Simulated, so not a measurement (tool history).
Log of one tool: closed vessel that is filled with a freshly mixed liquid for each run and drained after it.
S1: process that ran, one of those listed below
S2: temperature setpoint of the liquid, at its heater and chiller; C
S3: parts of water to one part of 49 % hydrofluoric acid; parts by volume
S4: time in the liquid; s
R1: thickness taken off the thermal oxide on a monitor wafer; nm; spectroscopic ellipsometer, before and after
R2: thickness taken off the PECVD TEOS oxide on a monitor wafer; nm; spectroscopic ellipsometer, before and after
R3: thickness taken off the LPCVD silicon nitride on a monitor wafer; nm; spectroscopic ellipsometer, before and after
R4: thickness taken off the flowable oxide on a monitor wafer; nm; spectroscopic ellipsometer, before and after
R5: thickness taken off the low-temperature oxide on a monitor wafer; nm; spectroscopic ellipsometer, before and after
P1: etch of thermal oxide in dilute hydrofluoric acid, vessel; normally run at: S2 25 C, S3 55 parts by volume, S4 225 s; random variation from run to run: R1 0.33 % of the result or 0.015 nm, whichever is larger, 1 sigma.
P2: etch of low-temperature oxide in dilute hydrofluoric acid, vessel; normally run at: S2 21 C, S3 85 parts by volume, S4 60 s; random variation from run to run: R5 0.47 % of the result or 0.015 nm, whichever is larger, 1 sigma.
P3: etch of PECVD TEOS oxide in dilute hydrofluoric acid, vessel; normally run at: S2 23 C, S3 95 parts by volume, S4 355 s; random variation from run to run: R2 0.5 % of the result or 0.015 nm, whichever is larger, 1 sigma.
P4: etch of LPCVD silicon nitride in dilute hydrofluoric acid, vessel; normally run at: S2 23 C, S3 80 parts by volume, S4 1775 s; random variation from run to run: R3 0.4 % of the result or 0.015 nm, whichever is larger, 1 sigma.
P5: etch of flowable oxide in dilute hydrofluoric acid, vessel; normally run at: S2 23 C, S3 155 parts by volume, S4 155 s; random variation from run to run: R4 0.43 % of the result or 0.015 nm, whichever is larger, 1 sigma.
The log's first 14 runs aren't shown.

run	hour	S1	S2	S3	S4	R1	R2	R3	R4	R5
15	56.8	P1	25	55	225	21.541				
16	59.2	P5	23	60	155				81.651	
17	62.3	P1	25	55	225	21.489				
18	66.4	P3	23	95	630		104.4			
19	69.3	P5	17	155	155				22.16	
20	72.7	P2	21	85	60					22.023
# hour 72.9: thermometer replaced
21	76.4	P3	17	95	355		46.098			
22	80.7	P2	21	85	30					10.928
23	83.2	P1	25	55	415	39.512				
24	87	P4	23	130	1775			5.3785		
25	91.8	P5	23	155	155				28.138	
26	96.2	P2	21	85	60					21.909
27	99.4	P2	21	150	60					11.638
28	103.6	P5	23	155	155				28.121	
29	108	P4	26.5	80	1775			10.903		

The next listed run, before its measurement:
30	111.1	P1	25	55	225	?				

R1: 21.562 nm
